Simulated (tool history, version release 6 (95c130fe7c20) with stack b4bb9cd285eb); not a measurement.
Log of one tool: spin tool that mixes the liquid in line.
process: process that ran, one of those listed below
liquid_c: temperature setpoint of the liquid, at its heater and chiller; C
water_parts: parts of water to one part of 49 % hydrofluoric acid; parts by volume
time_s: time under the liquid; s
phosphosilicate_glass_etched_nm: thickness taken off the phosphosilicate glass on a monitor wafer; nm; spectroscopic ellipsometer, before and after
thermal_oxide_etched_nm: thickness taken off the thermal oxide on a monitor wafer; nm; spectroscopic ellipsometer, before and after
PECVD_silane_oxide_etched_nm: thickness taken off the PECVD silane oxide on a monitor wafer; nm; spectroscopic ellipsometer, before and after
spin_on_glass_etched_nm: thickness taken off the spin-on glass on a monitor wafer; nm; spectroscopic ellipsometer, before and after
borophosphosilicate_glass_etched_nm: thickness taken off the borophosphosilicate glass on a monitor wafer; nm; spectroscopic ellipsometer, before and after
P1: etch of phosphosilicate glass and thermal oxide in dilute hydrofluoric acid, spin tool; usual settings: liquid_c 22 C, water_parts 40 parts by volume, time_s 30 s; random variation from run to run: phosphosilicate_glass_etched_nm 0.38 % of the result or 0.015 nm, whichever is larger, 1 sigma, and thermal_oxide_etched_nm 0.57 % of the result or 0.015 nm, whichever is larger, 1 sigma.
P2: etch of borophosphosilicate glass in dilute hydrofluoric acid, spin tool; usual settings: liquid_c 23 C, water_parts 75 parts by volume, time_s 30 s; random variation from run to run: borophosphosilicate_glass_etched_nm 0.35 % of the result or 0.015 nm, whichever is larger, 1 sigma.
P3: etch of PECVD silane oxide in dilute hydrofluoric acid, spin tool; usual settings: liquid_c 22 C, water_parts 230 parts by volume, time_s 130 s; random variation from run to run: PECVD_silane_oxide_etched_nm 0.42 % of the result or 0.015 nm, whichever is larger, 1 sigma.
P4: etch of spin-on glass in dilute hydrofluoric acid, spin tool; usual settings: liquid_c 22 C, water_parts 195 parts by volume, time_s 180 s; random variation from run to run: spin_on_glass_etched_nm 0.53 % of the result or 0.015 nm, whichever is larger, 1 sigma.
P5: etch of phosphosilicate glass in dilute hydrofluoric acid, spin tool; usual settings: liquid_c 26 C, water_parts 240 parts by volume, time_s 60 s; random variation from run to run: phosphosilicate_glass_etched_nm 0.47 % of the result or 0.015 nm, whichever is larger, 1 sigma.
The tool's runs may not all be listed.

run	day	process	liquid_c	water_parts	time_s	hours since the thermometer was replaced	hours since the hydrofluoric acid flow meter was replaced	phosphosilicate_glass_etched_nm	thermal_oxide_etched_nm	PECVD_silane_oxide_etched_nm	spin_on_glass_etched_nm	borophosphosilicate_glass_etched_nm
1	0.192	P1	22	40	30	131.5	1432.6	43.283	3.5733			
2	0.412	P1	17	70	30	136.8	1437.9	19.298	1.5703			
3	0.642	P3	17	230	130	142.3	1443.4			6.9571		
4	0.888	P5	26	240	35	148.2	1449.3	14.856				
5	1.229	P3	22	230	35	156.4	1457.5			2.2717		
6	1.408	P1	22	40	30	160.7	1461.8	43.036	3.5718			
7	1.612	P3	22	415	130	165.6	1466.7			3.9771		
8	1.862	P1	22	60	15	171.6	1472.7	13.946	1.173			
9	2.058	P1	22	40	15	176.3	1477.4	21.581	1.7641			
10	2.254	P5	33.5	240	60	181	1482.1	32.868				
11	2.479	P1	17	40	15	186.4	1487.5	17.464	1.437			
12	2.675	P4	22	65	180	191.1	1492.2				110.48	
13	2.933	P1	22	40	30	197.3	1498.4	43.072	3.5193			
14	3.088	P2	23	75	30	201	1502.1					16.148
15	3.433	P2	30.5	75	30	209.3	1510.4					21.713
16	3.746	P1	22	40	55	216.8	1517.9	79.031	6.5421			
17	3.925	P4	30	195	180	221.1	1522.2				42.001	
18	4.275	P5	26	55	60	229.5	1530.6	138.48				
19	4.525	P1	22	25	30	235.5	1536.6	70.175	5.7836			
20	4.733	P1	22	70	30	240.5	1541.6	23.788	1.9402			
21	4.996	P4	22	195	180	246.8	1547.9				31.813	
22	5.271	P4	22	195	15	253.4	1554.5				2.6079	
23	5.546	P2	23	20	30	260	1561.1					64.83
24	5.871	P1	22	40	30	267.8	1568.9	43.048	3.5358			
25	6.225	P1	17.5	40	30	276.3	1577.4	35.63	2.9198			
26	6.529	P5	26	240	60	283.6	1584.7	25.58				
27	6.792	P3	22	230	130	289.9	1591			8.473		
28	6.967	P2	23	75	55	294.1	1595.2					29.785
29	7.308	P1	30	40	30	302.3	1603.4	59.563	4.9584			
30	7.467	P1	22	40	30	306.1	1607.2	43.05	3.5387			
31	7.646	P1	22	40	30	310.4	1611.5	42.33	3.4858			
32	7.862	P1	22	40	30	315.6	1616.7	41.681	3.4096			
33	8.125	P1	22	40	30	321.9	1623	41.378	3.382			
34	8.458	P1	22	40	30	329.9	1631	40.739	3.3795			
35	8.658	P1	22	40	30	334.7	1635.8	40.743	3.3256			
36	8.829	P1	22	40	30	338.8	1639.9	40.718	3.3413			
37	9.171	P1	22	40	30	347	1648.1	40.523	3.3074			
38	9.425	P1	22	40	30	353.1	1654.2	40.323	3.3396			

What P1 gives has crept away from where it was. These 2 causes fit the log equally well, each at the size given:
A: hydrofluoric acid flow below the setpoint (%) = 5.89
B: liquid colder than its thermometer reads (K) = 1.52
The creep began at about day 7.467.

4 check runs are offered, each on 2 wafers whose results are averaged, their results left as question marks. Which one tells the causes apart?
check 1	9.679	P2	23	20	50							?
check 2	9.679	P4	26	95	180						?	
check 3	9.679	P5	32	55	60			?				
check 4	9.679	P3	22	410	130					?		

What each check would give under each cause:
check	result	if A	if B
check 1	borophosphosilicate_glass_etched_nm	101.55	101.28
check 2	spin_on_glass_etched_nm	79.205	79.894
check 3	phosphosilicate_glass_etched_nm	164.56	165.78
check 4	PECVD_silane_oxide_etched_nm	3.7143	3.8306
How far apart the two closest causes lie, in the result that separates them most: check 1 0.27 %; check 2 0.87 %; check 3 0.74 %; check 4 3.08 %
Check 4 tells the causes apart: in the others they would give nearly the same result.

Check 4 was then run and gave: PECVD_silane_oxide_etched_nm 3.8135 nm. Which cause is it?

It is B: liquid colder than its thermometer reads (K).
